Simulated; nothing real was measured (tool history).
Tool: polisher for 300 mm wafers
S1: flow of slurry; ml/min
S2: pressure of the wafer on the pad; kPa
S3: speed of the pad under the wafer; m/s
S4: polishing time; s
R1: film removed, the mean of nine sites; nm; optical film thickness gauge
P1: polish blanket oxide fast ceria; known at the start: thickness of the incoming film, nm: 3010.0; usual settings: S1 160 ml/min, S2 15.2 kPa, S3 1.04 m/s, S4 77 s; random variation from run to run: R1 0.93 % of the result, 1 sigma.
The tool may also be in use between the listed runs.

run 1 day=0.717 | S1=160 S2=15.2 S3=1.04 S4=77 | R1=1103.2
run 2 day=1.367 | S1=160 S2=15.2 S3=1.44 S4=77 | R1=1513.9
run 3 day=1.996 | S1=245 S2=15.2 S3=1.04 S4=77 | R1=1171.9
run 4 day=2.571 | S1=160 S2=15.2 S3=1.04 S4=77 | R1=1114.3
run 5 day=3.054 | S1=160 S2=9 S3=1.04 S4=110 | R1=948.46
run 6 day=3.533 | S1=160 S2=15.2 S3=1.04 S4=77 | R1=1103.1
run 7 day=3.879 | S1=160 S2=15.2 S3=1.04 S4=77 | R1=1120.5
run 8 day=4.475 | S1=160 S2=6.9 S3=1.04 S4=77 | R1=510.43
-- day=4.612 slurry nozzle cleaned
run 9 day=5.067 | S1=160 S2=15.2 S3=1.04 S4=77 | R1=1122.8
run 10 day=5.767 | S1=160 S2=15.2 S3=1.04 S4=112 | R1=1606
run 11 day=6.35 | S1=160 S2=15.2 S3=0.76 S4=77 | R1=805.37
run 12 day=6.708 | S1=95 S2=15.2 S3=1.04 S4=77 | R1=1003.5
run 13 day=7.138 | S1=160 S2=23.4 S3=1.04 S4=77 | R1=1694.5
run 14 day=7.654 | S1=160 S2=15.2 S3=1.04 S4=50 | R1=722.73
run 15 day=8.162 | S1=160 S2=15.2 S3=1.04 S4=77 | R1=1118.8
run 16 day=8.642 | S1=160 S2=15.2 S3=1.04 S4=77 | R1=1078.8
run 17 day=9.325 | S1=160 S2=15.2 S3=1.04 S4=77 | R1=1069.8
run 18 day=9.908 | S1=160 S2=15.2 S3=1.04 S4=77 | R1=1017.7
-- day=10.175 head pressure recalibrated
run 19 day=10.312 | S1=160 S2=15.2 S3=1.04 S4=77 | R1=1014
run 20 day=11.058 | S1=160 S2=15.2 S3=1.04 S4=77 | R1=1005.8
run 21 day=11.462 | S1=160 S2=15.2 S3=1.04 S4=77 | R1=1006.5
run 22 day=11.871 | S1=160 S2=15.2 S3=1.04 S4=77 | R1=1017.9

What P1 gives has crept away from where it was. These 2 causes fit the log equally well, each at the size given:
A: slurry flow missing at the pad, % = 37
B: removal rate lost through wear of the pad, % = 9.03
The creep began at about day 8.162.
Why every other cause is out:
head's pressure below its setpoint, %: serviced at day 10.175, which brought nothing back

4 check runs are offered, each on 2 wafers whose results are averaged, their results left as question marks. Which one tells the causes apart?
run check 1 day=12.279 | S1=95 S2=15.2 S3=1.04 S4=77 | R1=?
run check 2 day=12.279 | S1=160 S2=6.9 S3=1.04 S4=77 | R1=?
run check 3 day=12.279 | S1=160 S2=11 S3=1.04 S4=77 | R1=?
run check 4 day=12.279 | S1=160 S2=8.3 S3=1.04 S4=103 | R1=?

What each check would give under each cause:
check=check_1 result=R1 if_A=856.83 if_B=904.91
check=check_2 result=R1 if_A=459.09 if_B=459.08
check=check_3 result=R1 if_A=734.54 if_B=734.53
check=check_4 result=R1 if_A=736.92 if_B=736.92
How far apart the two closest causes lie, in the result that separates them most: check 1 5.46 %; check 2 0 %; check 3 0 %; check 4 0 %
Only check 1 tells the causes apart: in the others they would give nearly the same result.

Then check 1 was run and gave: R1 850.61 nm. Which cause is it?

It is A: slurry flow missing at the pad, %.

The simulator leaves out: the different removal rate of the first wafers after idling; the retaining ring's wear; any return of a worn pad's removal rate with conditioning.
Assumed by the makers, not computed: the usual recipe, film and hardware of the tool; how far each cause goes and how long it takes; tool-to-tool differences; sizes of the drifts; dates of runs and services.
